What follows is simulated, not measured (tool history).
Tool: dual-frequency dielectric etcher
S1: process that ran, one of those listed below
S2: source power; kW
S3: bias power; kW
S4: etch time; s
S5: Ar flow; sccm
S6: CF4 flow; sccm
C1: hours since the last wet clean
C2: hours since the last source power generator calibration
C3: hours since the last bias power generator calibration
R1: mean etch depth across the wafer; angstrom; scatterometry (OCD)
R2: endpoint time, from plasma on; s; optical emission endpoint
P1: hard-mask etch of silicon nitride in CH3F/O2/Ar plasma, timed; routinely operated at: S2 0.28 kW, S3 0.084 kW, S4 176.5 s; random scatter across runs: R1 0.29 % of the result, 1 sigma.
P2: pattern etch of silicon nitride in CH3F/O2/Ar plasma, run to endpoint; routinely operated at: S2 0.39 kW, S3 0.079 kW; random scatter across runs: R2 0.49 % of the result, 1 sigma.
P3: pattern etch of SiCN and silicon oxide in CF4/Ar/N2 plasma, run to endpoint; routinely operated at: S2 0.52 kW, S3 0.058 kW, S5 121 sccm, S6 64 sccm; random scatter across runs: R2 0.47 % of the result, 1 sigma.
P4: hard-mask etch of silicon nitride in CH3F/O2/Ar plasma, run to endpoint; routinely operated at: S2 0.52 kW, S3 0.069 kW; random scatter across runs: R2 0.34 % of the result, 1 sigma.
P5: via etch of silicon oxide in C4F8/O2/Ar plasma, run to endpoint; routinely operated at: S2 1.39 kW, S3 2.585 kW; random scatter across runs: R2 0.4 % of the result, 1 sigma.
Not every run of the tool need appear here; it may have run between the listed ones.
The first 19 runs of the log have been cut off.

{"run": 20, "hour": 170.3, "S1": "P3", "S2": 0.52, "S3": 0.058, "S5": 77, "S6": 64, "C1": 437.8, "C2": 1875.5, "C3": 1240.8, "R2": 17.181}
{"run": 21, "hour": 180.2, "S1": "P4", "S2": 0.52, "S3": 0.055, "C1": 447.7, "C2": 1885.4, "C3": 1250.7, "R2": 41.357}
{"run": 22, "hour": 189.7, "S1": "P1", "S2": 0.28, "S3": 0.114, "S4": 176.5, "C1": 457.2, "C2": 1894.9, "C3": 1260.2, "R1": 1268.5}
{"run": 23, "hour": 195.6, "S1": "P1", "S2": 0.28, "S3": 0.084, "S4": 176.5, "C1": 463.1, "C2": 1900.8, "C3": 1266.1, "R1": 1131.6}
{"run": 24, "hour": 203.4, "S1": "P3", "S2": 0.52, "S3": 0.041, "S5": 121, "S6": 64, "C1": 470.9, "C2": 1908.6, "C3": 1273.9, "R2": 20.872}
{"run": 25, "hour": 213.3, "S1": "P3", "S2": 0.52, "S3": 0.058, "S5": 121, "S6": 64, "C1": 480.8, "C2": 1918.5, "C3": 1283.8, "R2": 18.582}
{"run": 26, "hour": 223.5, "S1": "P2", "S2": 0.39, "S3": 0.079, "C1": 491, "C2": 1928.7, "C3": 1294, "R2": 49.954}
{"run": 27, "hour": 232.8, "S1": "P5", "S2": 1.39, "S3": 2.585, "C1": 500.3, "C2": 1938, "C3": 1303.3, "R2": 409.76}
{"run": 28, "hour": 244.4, "S1": "P1", "S2": 0.28, "S3": 0.084, "S4": 176.5, "C1": 511.9, "C2": 1949.6, "C3": 1314.9, "R1": 1137.2}
{"run": 29, "hour": 250.7, "S1": "P1", "S2": 0.28, "S3": 0.084, "S4": 176.5, "C1": 518.2, "C2": 1955.9, "C3": 1321.2, "R1": 1129.8}
{"run": 30, "hour": 261.9, "S1": "P1", "S2": 0.28, "S3": 0.084, "S4": 176.5, "C1": 529.4, "C2": 1967.1, "C3": 1332.4, "R1": 1120.1}
{"run": 31, "hour": 273.0, "S1": "P1", "S2": 0.28, "S3": 0.084, "S4": 176.5, "C1": 540.5, "C2": 1978.2, "C3": 1343.5, "R1": 1121.7}
{"run": 32, "hour": 285.0, "S1": "P1", "S2": 0.28, "S3": 0.084, "S4": 176.5, "C1": 552.5, "C2": 1990.2, "C3": 1355.5, "R1": 1113.8}
{"run": 33, "hour": 296.4, "S1": "P1", "S2": 0.28, "S3": 0.084, "S4": 176.5, "C1": 563.9, "C2": 2001.6, "C3": 1366.9, "R1": 1118.2}
{"run": 34, "hour": 305.6, "S1": "P1", "S2": 0.28, "S3": 0.084, "S4": 176.5, "C1": 573.1, "C2": 2010.8, "C3": 1376.1, "R1": 1112.5}
{"hour": 311.4, "done": "wet clean of the chamber"}
{"run": 35, "hour": 317.8, "S1": "P1", "S2": 0.28, "S3": 0.084, "S4": 176.5, "C1": 6.5, "C2": 2023, "C3": 1388.3, "R1": 1117.1}
{"run": 36, "hour": 327.5, "S1": "P1", "S2": 0.28, "S3": 0.084, "S4": 176.5, "C1": 16.2, "C2": 2032.7, "C3": 1398, "R1": 1111.6}
{"run": 37, "hour": 338.9, "S1": "P1", "S2": 0.28, "S3": 0.084, "S4": 176.5, "C1": 27.6, "C2": 2044.1, "C3": 1409.4, "R1": 1115.3}

The next listed run, before its measurement:
{"run": 38, "hour": 346.2, "S1": "P1", "S2": 0.28, "S3": 0.084, "S4": 176.5, "C1": 34.9, "C2": 2051.4, "C3": 1416.7, "R1": "?"}

For run 38 the tool returned R1 1117.4 angstrom.
